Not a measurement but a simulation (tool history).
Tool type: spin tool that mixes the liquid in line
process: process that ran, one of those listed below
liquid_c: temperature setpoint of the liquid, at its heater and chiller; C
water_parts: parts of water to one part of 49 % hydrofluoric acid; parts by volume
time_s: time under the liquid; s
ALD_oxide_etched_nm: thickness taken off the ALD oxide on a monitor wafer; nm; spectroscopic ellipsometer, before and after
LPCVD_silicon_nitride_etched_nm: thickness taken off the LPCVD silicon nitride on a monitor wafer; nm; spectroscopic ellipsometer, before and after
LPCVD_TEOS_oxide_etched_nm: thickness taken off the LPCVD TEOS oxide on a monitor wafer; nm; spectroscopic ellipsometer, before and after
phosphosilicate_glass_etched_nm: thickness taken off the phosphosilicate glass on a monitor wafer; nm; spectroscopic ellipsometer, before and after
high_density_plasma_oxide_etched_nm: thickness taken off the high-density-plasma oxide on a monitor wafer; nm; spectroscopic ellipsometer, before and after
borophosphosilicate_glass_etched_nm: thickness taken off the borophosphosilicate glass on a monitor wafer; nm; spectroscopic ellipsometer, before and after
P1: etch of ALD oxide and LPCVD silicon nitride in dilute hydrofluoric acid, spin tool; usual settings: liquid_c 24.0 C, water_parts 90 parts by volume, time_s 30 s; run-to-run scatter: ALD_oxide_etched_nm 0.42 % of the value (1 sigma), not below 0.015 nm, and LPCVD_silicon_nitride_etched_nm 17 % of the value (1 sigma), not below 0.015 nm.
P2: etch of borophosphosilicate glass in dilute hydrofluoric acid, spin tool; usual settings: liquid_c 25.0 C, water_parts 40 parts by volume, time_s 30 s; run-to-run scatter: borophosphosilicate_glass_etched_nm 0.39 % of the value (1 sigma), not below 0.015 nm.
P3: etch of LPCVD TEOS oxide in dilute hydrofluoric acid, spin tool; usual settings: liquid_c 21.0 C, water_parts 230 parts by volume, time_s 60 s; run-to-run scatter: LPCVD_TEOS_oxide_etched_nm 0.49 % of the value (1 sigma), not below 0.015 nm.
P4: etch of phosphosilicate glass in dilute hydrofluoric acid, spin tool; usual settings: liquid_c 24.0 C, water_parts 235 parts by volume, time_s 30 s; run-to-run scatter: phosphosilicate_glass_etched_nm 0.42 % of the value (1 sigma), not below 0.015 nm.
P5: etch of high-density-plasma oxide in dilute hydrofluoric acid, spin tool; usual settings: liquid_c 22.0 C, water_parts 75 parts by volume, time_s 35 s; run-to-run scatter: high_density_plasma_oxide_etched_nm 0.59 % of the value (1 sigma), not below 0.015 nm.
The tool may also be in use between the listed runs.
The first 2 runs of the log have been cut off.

run    day  process  liquid_c  water_parts  time_s  hours since the thermometer was replaced  hours since the hydrofluoric acid flow meter was replaced  ALD_oxide_etched_nm  LPCVD_silicon_nitride_etched_nm  LPCVD_TEOS_oxide_etched_nm  phosphosilicate_glass_etched_nm  high_density_plasma_oxide_etched_nm  borophosphosilicate_glass_etched_nm
  3  0.879       P1      18.0           35      30                                     388.7                                                      296.9              13.5160                         0.228370
  4  1.217       P4      24.0          235      30                                     396.8                                                      305.0                                                                                                             12.238
  5  1.508       P1      24.0           20      30                                     403.8                                                      312.0              31.2430                         0.419920
  6  1.896       P1      24.0          160      30                                     413.1                                                      321.3               3.2755                         0.091583
  7  2.188       P1      24.0           90      30                                     420.1                                                      328.3               6.3252                         0.172030
  8  2.446       P1      24.0           90      55                                     426.3                                                      334.5              11.6660                         0.280190
  9  2.683       P1      24.0           90      30                                     432.0                                                      340.2               6.2948                         0.149190
 10  2.946       P3      21.0          230      60                                     438.3                                                      346.5                                                                            7.6000
 11  3.362       P1      24.0           90      30                                     448.3                                                      356.5               6.3209                         0.179460
 12  3.608       P5      17.0           75      35                                     454.2                                                      362.4                                                                                                                                                  3.9994
 13  3.988       P3      28.0          230      60                                     463.3                                                      371.5                                                                            9.8582
 14  4.312       P1      24.0           90      30                                     471.1                                                      379.3               6.3198                         0.147970
 15  4.683       P1      24.0          155      60                                     480.0                                                      388.2               6.8186                         0.136560
 16  5.079       P1      24.0           90      30                                     489.5                                                      397.7               6.3628                         0.167570
 17  5.517       P2      25.0           40      30                                     500.0                                                      408.2                                                                                                                                                                                       57.526
 18  5.758       P1      24.0           90      15                                     505.8                                                      414.0               3.1596                         0.072830
 19  6.038       P3      21.0          230      15                                     512.5                                                      420.7                                                                            1.8888
 20  6.367       P5      22.0           75      35                                     520.4                                                      428.6                                                                                                                                                  4.8931
 21  6.621       P1      20.0           90      30                                     526.5                                                      434.7               5.3856                         0.114240
 22  6.892       P1      29.5           90      30                                     533.0                                                      441.2               7.8567                         0.291620
 23  7.229       P3      21.0          400      60                                     541.1                                                      449.3                                                                            3.7596
 24  7.512       P4      24.0           75      30                                     547.9                                                      456.1                                                                                                             45.900
 25  7.879       P2      25.0           40      60                                     556.7                                                      464.9                                                                                                                                                                                      114.590

Predict the results of run 26:
 26  8.258       P5      22.0           75      60                                     565.8                                                      474.0                                                                                                                                                       ?

{"run 26": {"high_density_plasma_oxide_etched_nm": 8.3995}}
